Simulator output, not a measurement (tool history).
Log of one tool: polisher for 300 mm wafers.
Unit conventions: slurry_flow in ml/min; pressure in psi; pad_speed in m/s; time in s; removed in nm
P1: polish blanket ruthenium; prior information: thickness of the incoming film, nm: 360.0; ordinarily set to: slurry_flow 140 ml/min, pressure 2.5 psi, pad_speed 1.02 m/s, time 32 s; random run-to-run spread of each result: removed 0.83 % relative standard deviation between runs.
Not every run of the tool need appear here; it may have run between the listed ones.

run    day  slurry_flow  pressure  pad_speed  time  wafers polished on this pad  hours since the slurry nozzle was cleaned  hours since the head pressure was calibrated  removed
  1  0.483          140       2.5       1.02    32                          487                                      273.7                                           789   45.113
  2  0.875          185       2.5       1.02    32                          606                                      283.1                                         798.4   46.789
  3  1.296          140       2.5       1.02    18                          733                                      293.2                                         808.5   25.622
  4  1.567          140       2.5       1.02    32                          815                                      299.7                                           815   45.171
  5  2.008           85       2.5       1.02    41                          949                                      310.3                                         825.6   51.895
  6    2.5          140       1.5       1.02    48                         1098                                      322.1                                         837.4    40.24
  7  2.829          140       2.5       1.34    32                         1198                                        330                                         845.3   58.598
  8    3.2          140       1.1       1.02    32                         1310                                      338.9                                         854.2    19.95
  9  3.529          140       3.9       1.02    32                         1410                                      346.8                                         862.1   69.623
 10  4.004          140       2.5       1.02    41                         1554                                      358.2                                         873.5   57.448
 11  4.612          140       2.5       1.02    32                         1738                                      372.8                                         888.1   45.045
 12  4.996          140       2.5       1.02    32                         1854                                        382                                         897.3   44.724
 13  5.592           85       2.5       1.02    32                         2034                                      396.3                                         911.6   40.684
 14  5.962          140       2.5       1.02    32                         2147                                      405.2                                         920.5    45.04
 15  6.333          140       2.5       0.46    32                         2259                                      414.1                                         929.4   20.147
 16  6.792          140       2.5       1.02    32                         2398                                      425.1                                         940.4   45.317
 17  7.233          140       2.5       1.02    32                         2532                                      435.7                                           951   44.325
 18  7.696          140       2.5       1.02    32                         2672                                      446.8                                         962.1   43.321
 19  8.075          140       2.5       1.02    32                         2786                                      455.9                                         971.2   43.259
 20  8.379          140       2.5       1.02    32                         2879                                      463.2                                         978.5   42.454
 21   8.65          140       2.5       1.02    32                         2961                                      469.7                                           985   42.197
     9.088  -- worn pad replaced by a new one
 22  9.208          140       2.5       1.02    32                           37                                      483.1                                         998.4   42.197
 23  9.817          140       2.5       1.02    32                          222                                      497.7                                          1013   42.415
 24   10.3          140       2.5       1.02    32                          368                                      509.3                                        1024.6   41.646

What P1 gives has crept off from where it sat before. The 2 causes that follow fit the log equally well, each at the size noted:
A: slurry flow missing at the pad, % = 27.6
B: head's pressure below its setpoint, % = 6.7
Creep in the process output first set in at about day 6.792.
Each remaining cause and why it is not a fit:
removal rate lost through wear of the pad, %: was serviced at day 9.088, once the creep was under way, yet the earlier output never came back

You are offered 4 check runs, listed below with question marks in place of their results; each one averages 3 wafers. Which run separates the listed causes by giving clearly different results for each?
check 1  10.783           85       2.5       1.02    32                                                                                                                              ?
check 2  10.783          140       3.3       1.02    32                                                                                                                              ?
check 3  10.783          140       1.6       1.02    32                                                                                                                              ?
check 4  10.783          140       1.8       1.02    32                                                                                                                              ?

What every check run would give for each of its results, assuming each possible cause in turn:
  check   result    if A    if B
check 1  removed   36.14  37.518
check 2  removed  55.633  55.626
check 3  removed  26.973   26.97
check 4  removed  30.345  30.342
Per-check spread between the two closest causes, in the result where they differ most: check 1 3.74 %; check 2 0.01 %; check 3 0.01 %; check 4 0.01 %
Check 1 distinguishes between the causes, while the remaining checks would return nearly the same result for all of them.

After running check 1, the following was obtained: removed 36.451 nm. Which cause does this point to?

A is the cause: slurry flow missing at the pad, %.

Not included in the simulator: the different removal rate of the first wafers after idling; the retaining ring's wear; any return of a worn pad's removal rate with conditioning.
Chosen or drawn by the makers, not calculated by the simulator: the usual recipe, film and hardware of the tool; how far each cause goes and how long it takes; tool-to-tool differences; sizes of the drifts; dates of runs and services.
